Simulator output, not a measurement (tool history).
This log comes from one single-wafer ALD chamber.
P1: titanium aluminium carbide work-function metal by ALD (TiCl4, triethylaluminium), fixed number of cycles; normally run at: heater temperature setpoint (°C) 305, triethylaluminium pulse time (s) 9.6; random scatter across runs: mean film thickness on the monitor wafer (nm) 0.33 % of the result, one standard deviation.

run  hour  heater temperature setpoint (°C)  triethylaluminium pulse time (s)  hours since the last thermocouple change  hours since the last triethylaluminium bottle change  mean film thickness on the monitor wafer (nm)
  1     4                               305                               9.6                                    1108.2                                                 873.6                                         1.9956
  2  11.6                               305                               9.6                                    1115.8                                                 881.2                                         2.0078
  3  17.2                               281                              4.87                                    1121.4                                                 886.8                                         1.5108
  4  23.4                               317                                 5                                    1127.6                                                   893                                         1.7853
  5    29                               305                               9.6                                    1133.2                                                 898.6                                         2.0008
  6  36.1                               295                             12.08                                    1140.3                                                 905.7                                          1.974
  7  43.8                               305                               9.6                                      1148                                                 913.4                                         2.0034
  8  48.9                               305                               9.6                                    1153.1                                                 918.5                                         2.0076
  9  55.5                               305                             13.74                                    1159.7                                                 925.1                                         2.0609
       58  -- triethylaluminium bottle replaced
 10  60.4                               327                               9.6                                    1164.6                                                   2.4                                         2.1814
 11  63.9                               305                              3.96                                    1168.1                                                   5.9                                         1.5397
 12  68.1                               282                               9.6                                    1172.3                                                  10.1                                         1.7988
 13  73.9                               305                               9.6                                    1178.1                                                  15.9                                         2.0034
 14  81.9                               305                               9.6                                    1186.1                                                  23.9                                         1.9882
 15  87.1                               305                               9.6                                    1191.3                                                  29.1                                         1.9963
 16    93                               305                               9.6                                    1197.2                                                    35                                         1.9879

What will run 17 give?
 17  98.4                               305                               9.6                                    1202.6                                                  40.4                                              ?

mean film thickness on the monitor wafer (nm): 1.9691
